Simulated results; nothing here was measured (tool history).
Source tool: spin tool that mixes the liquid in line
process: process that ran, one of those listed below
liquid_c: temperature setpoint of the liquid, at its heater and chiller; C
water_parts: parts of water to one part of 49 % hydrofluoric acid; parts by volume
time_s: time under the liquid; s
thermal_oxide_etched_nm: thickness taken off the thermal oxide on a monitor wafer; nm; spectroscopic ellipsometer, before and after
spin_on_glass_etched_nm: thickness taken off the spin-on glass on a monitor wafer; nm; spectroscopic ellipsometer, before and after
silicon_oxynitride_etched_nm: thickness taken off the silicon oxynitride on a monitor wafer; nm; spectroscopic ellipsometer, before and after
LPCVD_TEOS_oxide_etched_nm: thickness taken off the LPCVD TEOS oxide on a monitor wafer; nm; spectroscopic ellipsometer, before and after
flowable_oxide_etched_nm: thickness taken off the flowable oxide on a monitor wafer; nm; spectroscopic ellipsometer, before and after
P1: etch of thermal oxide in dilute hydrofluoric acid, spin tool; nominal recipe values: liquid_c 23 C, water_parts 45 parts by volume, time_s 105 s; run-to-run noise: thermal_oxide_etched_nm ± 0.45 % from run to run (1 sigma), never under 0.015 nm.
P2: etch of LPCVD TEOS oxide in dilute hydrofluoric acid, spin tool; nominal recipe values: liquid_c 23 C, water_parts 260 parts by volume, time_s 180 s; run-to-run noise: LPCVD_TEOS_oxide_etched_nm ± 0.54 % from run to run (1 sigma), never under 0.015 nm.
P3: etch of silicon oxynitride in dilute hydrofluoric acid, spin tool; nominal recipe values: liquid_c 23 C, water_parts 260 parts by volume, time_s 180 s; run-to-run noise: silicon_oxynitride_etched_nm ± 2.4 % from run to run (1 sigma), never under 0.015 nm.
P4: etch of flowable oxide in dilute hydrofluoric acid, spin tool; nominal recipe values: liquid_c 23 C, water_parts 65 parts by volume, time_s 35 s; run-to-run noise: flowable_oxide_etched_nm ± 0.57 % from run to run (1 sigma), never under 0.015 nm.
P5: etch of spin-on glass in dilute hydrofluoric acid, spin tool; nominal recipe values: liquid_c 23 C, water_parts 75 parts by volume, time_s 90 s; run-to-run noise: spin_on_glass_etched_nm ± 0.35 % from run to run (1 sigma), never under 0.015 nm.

Run 1, day 0.408: process P1, liquid_c 23 C, water_parts 45 parts by volume, time_s 105 s. Result: thermal_oxide_etched_nm 11.381 nm.
Run 2, day 0.762: process P1, liquid_c 23 C, water_parts 45 parts by volume, time_s 105 s. Result: thermal_oxide_etched_nm 11.404 nm.
Run 3, day 1.212: process P5, liquid_c 19 C, water_parts 75 parts by volume, time_s 90 s. Result: spin_on_glass_etched_nm 41.349 nm.
Run 4, day 1.583: process P3, liquid_c 23 C, water_parts 260 parts by volume, time_s 180 s. Result: silicon_oxynitride_etched_nm 1.0372 nm.
Run 5, day 2.042: process P3, liquid_c 23 C, water_parts 110 parts by volume, time_s 180 s. Result: silicon_oxynitride_etched_nm 2.7473 nm.
Run 6, day 2.479: process P2, liquid_c 23 C, water_parts 260 parts by volume, time_s 320 s. Result: LPCVD_TEOS_oxide_etched_nm 24.541 nm.
Run 7, day 2.8: process P5, liquid_c 23 C, water_parts 75 parts by volume, time_s 90 s. Result: spin_on_glass_etched_nm 48.653 nm.
Run 8, day 3.146: process P5, liquid_c 23 C, water_parts 75 parts by volume, time_s 15 s. Result: spin_on_glass_etched_nm 8.1221 nm.
Run 9, day 3.454: process P4, liquid_c 17.5 C, water_parts 65 parts by volume, time_s 35 s. Result: flowable_oxide_etched_nm 8.5508 nm.
Run 10, day 3.888: process P3, liquid_c 23 C, water_parts 260 parts by volume, time_s 285 s. Result: silicon_oxynitride_etched_nm 1.6541 nm.
Run 11, day 4.45: process P2, liquid_c 23 C, water_parts 385 parts by volume, time_s 180 s. Result: LPCVD_TEOS_oxide_etched_nm 8.2332 nm.
Run 12, day 4.804: process P1, liquid_c 23 C, water_parts 45 parts by volume, time_s 15 s. Result: thermal_oxide_etched_nm 1.6299 nm.
Run 13, day 5.2: process P4, liquid_c 23 C, water_parts 65 parts by volume, time_s 35 s. Result: flowable_oxide_etched_nm 10.694 nm.
Run 14, day 5.554: process P1, liquid_c 23 C, water_parts 45 parts by volume, time_s 155 s. Result: thermal_oxide_etched_nm 16.67 nm.
Run 15, day 5.896: process P4, liquid_c 23 C, water_parts 65 parts by volume, time_s 15 s. Result: flowable_oxide_etched_nm 4.5704 nm.
Run 16, day 6.458: process P2, liquid_c 23 C, water_parts 260 parts by volume, time_s 180 s. Result: LPCVD_TEOS_oxide_etched_nm 13.839 nm.
Run 17, day 6.946: process P1, liquid_c 23 C, water_parts 20 parts by volume, time_s 105 s. Result: thermal_oxide_etched_nm 26.295 nm.
Run 18, day 7.408: process P3, liquid_c 17.5 C, water_parts 260 parts by volume, time_s 180 s. Result: silicon_oxynitride_etched_nm 0.80602 nm.
Run 19, day 7.825: process P1, liquid_c 23 C, water_parts 45 parts by volume, time_s 105 s. Result: thermal_oxide_etched_nm 11.31 nm.
At day 8.25: hydrofluoric acid flow meter replaced.
Run 20, day 8.329: process P1, liquid_c 23 C, water_parts 45 parts by volume, time_s 105 s. Result: thermal_oxide_etched_nm 11.318 nm.
Run 21, day 8.829: process P3, liquid_c 23 C, water_parts 260 parts by volume, time_s 180 s. Result: silicon_oxynitride_etched_nm 1.0584 nm.
Run 22, day 9.392: process P1, liquid_c 28 C, water_parts 45 parts by volume, time_s 105 s. Result: thermal_oxide_etched_nm 13.848 nm.
Run 23, day 9.929: process P4, liquid_c 23 C, water_parts 105 parts by volume, time_s 35 s. Result: flowable_oxide_etched_nm 6.2293 nm.
Run 24, day 10.262: process P5, liquid_c 23 C, water_parts 35 parts by volume, time_s 90 s. Result: spin_on_glass_etched_nm 110.57 nm.
Run 25, day 10.583: process P1, liquid_c 23 C, water_parts 45 parts by volume, time_s 105 s. Result: thermal_oxide_etched_nm 11.304 nm.
Run 26, day 11.004: process P1, liquid_c 17 C, water_parts 45 parts by volume, time_s 105 s. Result: thermal_oxide_etched_nm 8.7678 nm.
Run 27, day 11.3: process P1, liquid_c 23 C, water_parts 45 parts by volume, time_s 105 s. Result: thermal_oxide_etched_nm 11.346 nm.
Run 28, day 11.712: process P1, liquid_c 23 C, water_parts 70 parts by volume, time_s 45 s. Result: thermal_oxide_etched_nm 3.0315 nm.
Run 29, day 12.083: process P1, liquid_c 23 C, water_parts 70 parts by volume, time_s 105 s. Result: thermal_oxide_etched_nm 7.0389 nm.
Run 30, day 12.488: process P2, liquid_c 28 C, water_parts 260 parts by volume, time_s 180 s. Result: LPCVD_TEOS_oxide_etched_nm 16.665 nm.
Run 31, day 12.958: process P1, liquid_c 23 C, water_parts 45 parts by volume, time_s 105 s. Result: thermal_oxide_etched_nm 11.293 nm.
Run 32, day 13.225: process P1, liquid_c 23 C, water_parts 45 parts by volume, time_s 105 s. Result: thermal_oxide_etched_nm 11.506 nm.
Run 33, day 13.588: process P1, liquid_c 23 C, water_parts 45 parts by volume, time_s 105 s. Result: thermal_oxide_etched_nm 11.734 nm.
Run 34, day 13.983: process P1, liquid_c 23 C, water_parts 45 parts by volume, time_s 105 s. Result: thermal_oxide_etched_nm 12.019 nm.
Run 35, day 14.462: process P1, liquid_c 23 C, water_parts 45 parts by volume, time_s 105 s. Result: thermal_oxide_etched_nm 12.132 nm.
Run 36, day 14.929: process P1, liquid_c 23 C, water_parts 45 parts by volume, time_s 105 s. Result: thermal_oxide_etched_nm 12.097 nm.
Run 37, day 15.467: process P1, liquid_c 23 C, water_parts 45 parts by volume, time_s 105 s. Result: thermal_oxide_etched_nm 12.143 nm.
Run 38, day 16.033: process P1, liquid_c 23 C, water_parts 45 parts by volume, time_s 105 s. Result: thermal_oxide_etched_nm 12.375 nm.
Run 39, day 16.488: process P1, liquid_c 23 C, water_parts 45 parts by volume, time_s 105 s. Result: thermal_oxide_etched_nm 12.269 nm.
Run 40, day 16.846: process P1, liquid_c 23 C, water_parts 45 parts by volume, time_s 105 s. Result: thermal_oxide_etched_nm 12.239 nm.
Run 41, day 17.171: process P1, liquid_c 23 C, water_parts 45 parts by volume, time_s 105 s. Result: thermal_oxide_etched_nm 12.308 nm.

What P1 gives has crept away from where it was. These 2 causes fit the log equally well, each at the size given:
A: hydrofluoric acid flow above the setpoint (%) = 7.77
B: liquid hotter than its thermometer reads (K) = 1.92
The creep began at about day 12.958.

4 check runs are offered, each on 2 wafers whose results are averaged, their results left as question marks. Which one tells the causes apart?
Run check 1, day 17.496: process P5, liquid_c 23 C, water_parts 75 parts by volume, time_s 25 s. Result: spin_on_glass_etched_nm ?.
Run check 2, day 17.496: process P4, liquid_c 23 C, water_parts 90 parts by volume, time_s 35 s. Result: flowable_oxide_etched_nm ?.
Run check 3, day 17.496: process P3, liquid_c 17.5 C, water_parts 260 parts by volume, time_s 280 s. Result: silicon_oxynitride_etched_nm ?.
Run check 4, day 17.496: process P2, liquid_c 23 C, water_parts 365 parts by volume, time_s 180 s. Result: LPCVD_TEOS_oxide_etched_nm ?.

Predicted outcomes, by check and by cause:
  check                        result    if A    if B
check 1       spin_on_glass_etched_nm  14.729  14.669
check 2      flowable_oxide_etched_nm  8.0981  8.0486
check 3  silicon_oxynitride_etched_nm  1.3608  1.3643
check 4    LPCVD_TEOS_oxide_etched_nm  9.8735  9.5384
Separation of the two closest causes in each check, using whichever result separates them best: check 1 0.41 %; check 2 0.61 %; check 3 0.26 %; check 4 3.45 %
Only check 4 tells the causes apart: in the others they would give nearly the same result.

Check 4 has now been run. It gave: LPCVD_TEOS_oxide_etched_nm 9.5388 nm. Which of the candidate causes is it?

Of the candidate causes, it is B: liquid hotter than its thermometer reads (K).

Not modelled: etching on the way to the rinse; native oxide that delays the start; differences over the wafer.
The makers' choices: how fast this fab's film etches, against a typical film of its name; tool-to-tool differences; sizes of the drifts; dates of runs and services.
